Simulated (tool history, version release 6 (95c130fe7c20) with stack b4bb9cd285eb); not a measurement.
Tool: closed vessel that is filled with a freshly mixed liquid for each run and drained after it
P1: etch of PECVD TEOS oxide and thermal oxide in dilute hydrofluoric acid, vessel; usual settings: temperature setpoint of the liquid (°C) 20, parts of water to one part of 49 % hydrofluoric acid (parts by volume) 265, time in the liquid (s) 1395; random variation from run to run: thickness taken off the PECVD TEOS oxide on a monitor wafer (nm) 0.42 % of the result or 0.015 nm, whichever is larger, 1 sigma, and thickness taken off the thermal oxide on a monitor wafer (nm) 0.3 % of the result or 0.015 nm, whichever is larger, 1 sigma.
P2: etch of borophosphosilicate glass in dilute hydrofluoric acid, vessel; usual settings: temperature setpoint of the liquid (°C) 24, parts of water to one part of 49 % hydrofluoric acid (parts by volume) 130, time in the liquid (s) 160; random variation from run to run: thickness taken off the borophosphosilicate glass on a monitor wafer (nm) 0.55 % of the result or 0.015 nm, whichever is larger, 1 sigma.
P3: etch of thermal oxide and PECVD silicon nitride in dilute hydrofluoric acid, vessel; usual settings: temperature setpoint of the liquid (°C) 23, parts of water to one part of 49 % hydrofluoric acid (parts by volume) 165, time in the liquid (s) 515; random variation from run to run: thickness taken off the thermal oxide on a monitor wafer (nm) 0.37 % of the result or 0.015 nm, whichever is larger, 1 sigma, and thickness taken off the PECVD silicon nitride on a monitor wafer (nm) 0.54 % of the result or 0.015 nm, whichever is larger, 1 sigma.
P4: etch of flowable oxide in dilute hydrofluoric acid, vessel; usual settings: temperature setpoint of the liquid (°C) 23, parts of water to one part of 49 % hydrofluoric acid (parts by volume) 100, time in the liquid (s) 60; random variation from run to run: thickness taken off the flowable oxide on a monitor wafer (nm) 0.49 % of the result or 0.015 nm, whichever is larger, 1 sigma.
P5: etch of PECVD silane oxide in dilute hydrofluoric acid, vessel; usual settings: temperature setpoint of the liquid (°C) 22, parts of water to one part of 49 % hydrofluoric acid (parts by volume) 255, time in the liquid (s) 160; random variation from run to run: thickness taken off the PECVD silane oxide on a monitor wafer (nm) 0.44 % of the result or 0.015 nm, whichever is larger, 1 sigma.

run   hour  process that ran  temperature setpoint of the liquid (°C)  parts of water to one part of 49 % hydrofluoric acid (parts by volume)  time in the liquid (s)  hours since the thermometer was replaced  hours since the hydrofluoric acid flow meter was replaced  thickness taken off the PECVD TEOS oxide on a monitor wafer (nm)  thickness taken off the thermal oxide on a monitor wafer (nm)  thickness taken off the PECVD silane oxide on a monitor wafer (nm)  thickness taken off the borophosphosilicate glass on a monitor wafer (nm)  thickness taken off the flowable oxide on a monitor wafer (nm)  thickness taken off the PECVD silicon nitride on a monitor wafer (nm)
  1    6.9                P1                                       20                                                                     265                    1395                                     140.7                                                        184                                                            32.725                                                         17.764
  2   12.8                P1                                       20                                                                     165                    1395                                     146.6                                                      189.9                                                            57.595                                                         31.568
  3   19.6                P1                                       20                                                                     265                    1395                                     153.4                                                      196.7                                                            32.813                                                         17.877
  4   25.4                P5                                       22                                                                     135                     160                                     159.2                                                      202.5                                                                                                                                                                                               15.595
  5   31.5                P2                                       30                                                                     130                     160                                     165.3                                                      208.6                                                                                                                                                                                                                                                                          52.325
  6   42.3                P1                                       20                                                                     265                    1395                                     176.1                                                      219.4                                                            32.923                                                         17.991
  7   48.2                P4                                       23                                                                     100                     105                                       182                                                      225.3                                                                                                                                                                                                                                                                                                                                          20.882
  8   57.4                P5                                       28                                                                     255                     160                                     191.2                                                      234.5                                                                                                                                                                                               8.9671
  9   66.8                P4                                       23                                                                     140                      60                                     200.6                                                      243.9                                                                                                                                                                                                                                                                                                                                          8.2207
 10     78                P1                                       20                                                                     265                    1395                                     211.8                                                      255.1                                                            32.717                                                         17.817
 11   84.4                P4                                       23                                                                     100                      60                                     218.2                                                      261.5                                                                                                                                                                                                                                                                                                                                          12.031
 12     95                P3                                       23                                                                     240                     515                                     228.8                                                      272.1                                                                                                                           8.2949                                                                                                                                                                                                                                                                                6.3104
 13    102                P1                                       17                                                                     430                    1395                                     235.8                                                      279.1                                                            15.695                                                         8.6288
 14  107.6                P1                                       20                                                                     265                    1395                                     241.4                                                      284.7                                                            32.764                                                         17.858
 15  115.4                P4                                       23                                                                     100                      60                                     249.2                                                      292.5                                                                                                                                                                                                                                                                                                                                          12.055
 16  127.3                P1                                       26                                                                     150                    1395                                     261.1                                                      304.4                                                            81.376                                                         44.687
 17    133                P3                                       29                                                                     165                     515                                     266.8                                                      310.1                                                                                                                           16.383                                                                                                                                                                                                                                                                                13.406
 18  138.7                P3                                       23                                                                     165                     885                                     272.5                                                      315.8                                                                                                                           22.578                                                                                                                                                                                                                                                                                15.755
 19  145.5                P2                                       24                                                                     130                     250                                     279.3                                                      322.6                                                                                                                                                                                                                                                                          64.963
 20  152.8                P1                                       20                                                                     415                    1395                                     286.6                                                      329.9                                                            18.326                                                         10.039
 21  162.2                P1                                       20                                                                     265                    2145                                       296                                                      339.3                                                             50.01                                                         27.462
 22  169.3                P1                                       17                                                                     265                    1395                                     303.1                                                      346.4                                                            29.179                                                         16.101
 23  174.7                P1                                       20                                                                     265                     535                                     308.5                                                      351.8                                                            12.627                                                         6.8557
 24  186.3                P3                                       23                                                                     165                     515                                     320.1                                                      363.4                                                                                                                           13.111                                                                                                                                                                                                                                                                                9.1176
 25  195.6                P5                                       22                                                                     255                      45                                     329.4                                                      372.7                                                                                                                                                                                               2.0705
 26  205.3                P3                                       23                                                                     165                     515                                     339.1                                                      382.4                                                                                                                           13.122                                                                                                                                                                                                                                                                                9.0853
 27  212.4                P2                                       24                                                                     130                     160                                     346.2                                                      389.5                                                                                                                                                                                                                                                                          41.527
 28  221.3                P1                                     24.5                                                                     470                    1395                                     355.1                                                      398.4                                                            17.941                                                         9.8532
 29  231.2                P2                                       24                                                                      50                     160                                       365                                                      408.3                                                                                                                                                                                                                                                                          119.69

Forecast run 30:
 30  238.6                P5                                       22                                                                     255                     160                                     372.4                                                      415.7                                                                                                                                                                                                    ?

thickness taken off the PECVD silane oxide on a monitor wafer (nm): 7.2482
